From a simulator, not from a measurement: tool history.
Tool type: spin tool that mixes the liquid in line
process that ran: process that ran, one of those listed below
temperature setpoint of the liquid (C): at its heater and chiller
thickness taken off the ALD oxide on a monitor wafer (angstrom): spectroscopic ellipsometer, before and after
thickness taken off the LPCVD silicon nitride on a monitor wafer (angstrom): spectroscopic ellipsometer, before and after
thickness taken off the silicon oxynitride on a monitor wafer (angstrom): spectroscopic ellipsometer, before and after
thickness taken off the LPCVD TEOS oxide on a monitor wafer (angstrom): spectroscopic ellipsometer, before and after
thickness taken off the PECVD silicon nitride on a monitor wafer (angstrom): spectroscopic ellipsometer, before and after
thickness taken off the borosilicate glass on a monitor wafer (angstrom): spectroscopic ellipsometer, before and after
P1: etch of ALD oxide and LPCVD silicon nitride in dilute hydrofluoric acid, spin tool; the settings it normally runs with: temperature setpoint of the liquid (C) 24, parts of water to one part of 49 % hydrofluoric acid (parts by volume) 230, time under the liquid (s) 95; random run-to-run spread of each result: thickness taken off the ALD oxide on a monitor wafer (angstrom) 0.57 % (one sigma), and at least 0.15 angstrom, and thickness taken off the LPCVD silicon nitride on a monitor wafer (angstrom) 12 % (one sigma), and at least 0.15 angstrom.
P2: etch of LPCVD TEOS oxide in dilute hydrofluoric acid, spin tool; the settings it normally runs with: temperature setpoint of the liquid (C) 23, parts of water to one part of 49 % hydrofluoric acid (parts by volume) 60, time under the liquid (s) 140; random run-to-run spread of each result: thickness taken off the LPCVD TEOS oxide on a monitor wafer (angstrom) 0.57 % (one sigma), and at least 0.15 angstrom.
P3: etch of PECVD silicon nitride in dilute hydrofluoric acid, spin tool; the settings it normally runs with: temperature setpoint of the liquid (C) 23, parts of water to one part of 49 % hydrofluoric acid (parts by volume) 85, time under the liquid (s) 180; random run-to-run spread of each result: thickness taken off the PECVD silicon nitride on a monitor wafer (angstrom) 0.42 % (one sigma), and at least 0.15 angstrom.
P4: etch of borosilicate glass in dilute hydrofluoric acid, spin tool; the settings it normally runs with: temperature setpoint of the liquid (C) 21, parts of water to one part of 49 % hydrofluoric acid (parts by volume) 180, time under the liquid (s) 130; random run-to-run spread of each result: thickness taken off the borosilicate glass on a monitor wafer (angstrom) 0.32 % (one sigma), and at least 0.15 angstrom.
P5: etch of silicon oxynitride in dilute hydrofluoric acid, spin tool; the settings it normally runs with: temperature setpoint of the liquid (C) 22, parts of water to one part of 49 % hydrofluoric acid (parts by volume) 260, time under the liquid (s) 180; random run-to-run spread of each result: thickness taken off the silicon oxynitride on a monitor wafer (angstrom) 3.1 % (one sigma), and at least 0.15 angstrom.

run,day,process that ran,temperature setpoint of the liquid (C),parts of water to one part of 49 % hydrofluoric acid (parts by volume),time under the liquid (s),hours since the thermometer was replaced,hours since the hydrofluoric acid flow meter was replaced,thickness taken off the ALD oxide on a monitor wafer (angstrom),thickness taken off the LPCVD silicon nitride on a monitor wafer (angstrom),thickness taken off the silicon oxynitride on a monitor wafer (angstrom),thickness taken off the LPCVD TEOS oxide on a monitor wafer (angstrom),thickness taken off the PECVD silicon nitride on a monitor wafer (angstrom),thickness taken off the borosilicate glass on a monitor wafer (angstrom)
1,0.246,P1,24,230,95,625.9,1521.4,57.189,2.2245,,,,
2,0.458,P1,24,230,155,631,1526.5,92.132,3.8816,,,,
3,0.779,P5,17,260,180,638.7,1534.2,,,6.905,,,
4,0.979,P2,23,60,245,643.5,1539,,,,677.49,,
5,1.162,P3,31,85,180,647.9,1543.4,,,,,110.47,
6,1.45,P2,23,60,140,654.8,1550.3,,,,385.38,,
7,1.692,P1,19,230,35,660.6,1556.1,17.837,0.37665,,,,
8,1.854,P1,24,230,95,664.5,1560,57.59,2.0647,,,,
9,2.046,P4,21,180,130,669.1,1564.6,,,,,,272.2
10,2.217,P4,21,65,130,673.2,1568.7,,,,,,857.71
11,2.388,P1,24,230,95,677.3,1572.8,57.106,2.2243,,,,
12,2.704,P3,23,85,335,684.9,1580.4,,,,,122.05,
13,2.954,P4,21,180,130,690.9,1586.4,,,,,,270.57
14,3.192,P1,24,230,95,696.6,1592.1,56.722,2.1374,,,,
15,3.379,P5,22,470,180,701.1,1596.6,,,4.4906,,,
16,3.658,P1,24,230,95,707.8,1603.3,57.527,2.5051,,,,
17,3.867,P2,23,20,140,712.8,1608.3,,,,1218.4,,
18,4.046,P2,31.5,60,140,717.1,1612.6,,,,550.37,,
19,4.354,P1,24,420,95,724.5,1620,26.1,1.1561,,,,
20,4.558,P1,31,230,95,729.4,1624.9,73.072,3.3977,,,,
21,4.779,P5,22,260,180,734.7,1630.2,,,8.2176,,,
22,5.008,P1,24,230,95,740.2,1635.7,57.065,1.9713,,,,
23,5.2,P1,17,230,95,744.8,1640.3,44.023,1.1395,,,,
24,5.462,P3,23,85,180,751.1,1646.6,,,,,66.101,
25,5.779,P2,23,60,140,758.7,1654.2,,,,386.98,,
26,6.096,P1,24,230,35,766.3,1661.8,20.793,0.85682,,,,
27,6.3,P1,20,230,15,771.2,1666.7,7.6452,0.14499,,,,
28,6.546,P5,22,260,180,777.1,1672.6,,,8.0748,,,
29,6.804,P3,23,130,180,783.3,1678.8,,,,,43.53,
30,7.054,P4,28,180,130,789.3,1684.8,,,,,,354.74
31,7.338,P3,23,85,180,796.1,1691.6,,,,,66.175,
32,7.546,P5,22,260,15,801.1,1696.6,,,0.73684,,,
33,7.754,P1,24,230,95,806.1,1701.6,56.841,2.6059,,,,
34,8.058,P4,21,180,260,813.4,1708.9,,,,,,545.23
35,8.296,P1,24,110,95,819.1,1714.6,136.47,3.5113,,,,
36,8.567,P1,24,230,95,825.6,1721.1,57.246,1.9819,,,,
37,8.862,P1,24,230,95,832.7,1728.2,55.62,2.2099,,,,
38,9.092,P1,24,230,95,838.2,1733.7,54.821,1.4839,,,,
39,9.333,P1,24,230,95,844,1739.5,54.443,1.9951,,,,
40,9.538,P1,24,230,95,848.9,1744.4,54.292,2.3827,,,,

Run 41 is up next; what results do you expect?
41,9.725,P1,24,230,95,853.4,1748.9,?,?,,,,

thickness taken off the ALD oxide on a monitor wafer (angstrom): 54.325
thickness taken off the LPCVD silicon nitride on a monitor wafer (angstrom): 1.8037

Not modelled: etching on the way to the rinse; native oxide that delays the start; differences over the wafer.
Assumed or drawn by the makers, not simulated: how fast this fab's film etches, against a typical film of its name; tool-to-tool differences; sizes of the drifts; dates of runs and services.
